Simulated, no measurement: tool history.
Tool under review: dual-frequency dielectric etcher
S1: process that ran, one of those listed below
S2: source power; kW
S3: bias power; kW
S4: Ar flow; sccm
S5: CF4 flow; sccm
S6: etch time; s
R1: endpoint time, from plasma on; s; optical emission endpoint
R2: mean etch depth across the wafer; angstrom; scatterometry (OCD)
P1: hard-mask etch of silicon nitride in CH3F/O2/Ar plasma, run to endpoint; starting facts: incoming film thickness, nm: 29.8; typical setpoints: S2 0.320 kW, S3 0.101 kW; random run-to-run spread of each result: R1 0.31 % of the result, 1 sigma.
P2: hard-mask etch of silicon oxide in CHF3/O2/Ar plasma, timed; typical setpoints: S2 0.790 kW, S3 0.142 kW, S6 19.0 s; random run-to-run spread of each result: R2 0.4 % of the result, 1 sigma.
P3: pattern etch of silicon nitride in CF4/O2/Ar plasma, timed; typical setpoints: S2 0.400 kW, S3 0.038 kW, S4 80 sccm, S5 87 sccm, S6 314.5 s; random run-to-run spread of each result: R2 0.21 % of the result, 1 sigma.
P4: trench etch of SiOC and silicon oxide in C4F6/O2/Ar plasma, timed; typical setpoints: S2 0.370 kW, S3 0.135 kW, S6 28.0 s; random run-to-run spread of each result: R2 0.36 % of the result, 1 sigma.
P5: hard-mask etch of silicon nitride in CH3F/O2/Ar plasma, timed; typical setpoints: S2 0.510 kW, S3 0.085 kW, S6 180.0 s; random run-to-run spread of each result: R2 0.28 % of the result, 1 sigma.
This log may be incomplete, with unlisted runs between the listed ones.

run	hour	S1	S2	S3	S4	S5	S6	R1	R2
1	3.0	P1	0.320	0.101				42.371	
2	7.6	P3	0.400	0.038	80	87	314.5		4389.50
3	12.1	P4	0.370	0.110			28.0		462.11
4	17.0	P5	0.510	0.056			180.0		1267.70
5	20.6	P5	0.510	0.085			180.0		1455.50
6	25.2	P3	0.400	0.026	80	87	314.5		3853.80
7	28.0	P2	0.790	0.142			19.0		384.23
8	33.0	P4	0.370	0.135			15.5		271.57
9	36.0	P1	0.260	0.101				45.897	
10	40.9	P3	0.320	0.038	80	87	314.5		3602.70
11	44.8	P1	0.320	0.101				42.644	
12	49.1	P3	0.400	0.038	80	87	383.5		5323.30
13	53.4	P3	0.400	0.038	80	87	314.5		4376.40
14	58.8	P2	0.790	0.108			19.0		353.43
15	64.3	P3	0.400	0.038	61	87	314.5		4503.50
16	68.5	P4	0.370	0.135			28.0		489.96
17	72.3	P2	0.940	0.142			19.0		412.77
18	76.9	P1	0.440	0.101				37.821	
19	81.3	P1	0.320	0.101				42.434	
20	84.9	P3	0.400	0.038	80	51	314.5		4071.70
21	90.5	P5	0.610	0.085			180.0		1558.10
22	93.0	P1	0.450	0.127				34.613	
23	97.7	P5	0.510	0.085			125.0		1012.80
24	100.4	P1	0.320	0.122				39.704	
25	103.2	P1	0.320	0.101				42.772	
26	108.7	P1	0.370	0.063				47.754	
27	113.4	P5	0.510	0.085			180.0		1451.50

Expected results for the next run?
28	118.8	P4	0.290	0.135			28.0		?

For run 28 the tool returned R2 444.97 angstrom.

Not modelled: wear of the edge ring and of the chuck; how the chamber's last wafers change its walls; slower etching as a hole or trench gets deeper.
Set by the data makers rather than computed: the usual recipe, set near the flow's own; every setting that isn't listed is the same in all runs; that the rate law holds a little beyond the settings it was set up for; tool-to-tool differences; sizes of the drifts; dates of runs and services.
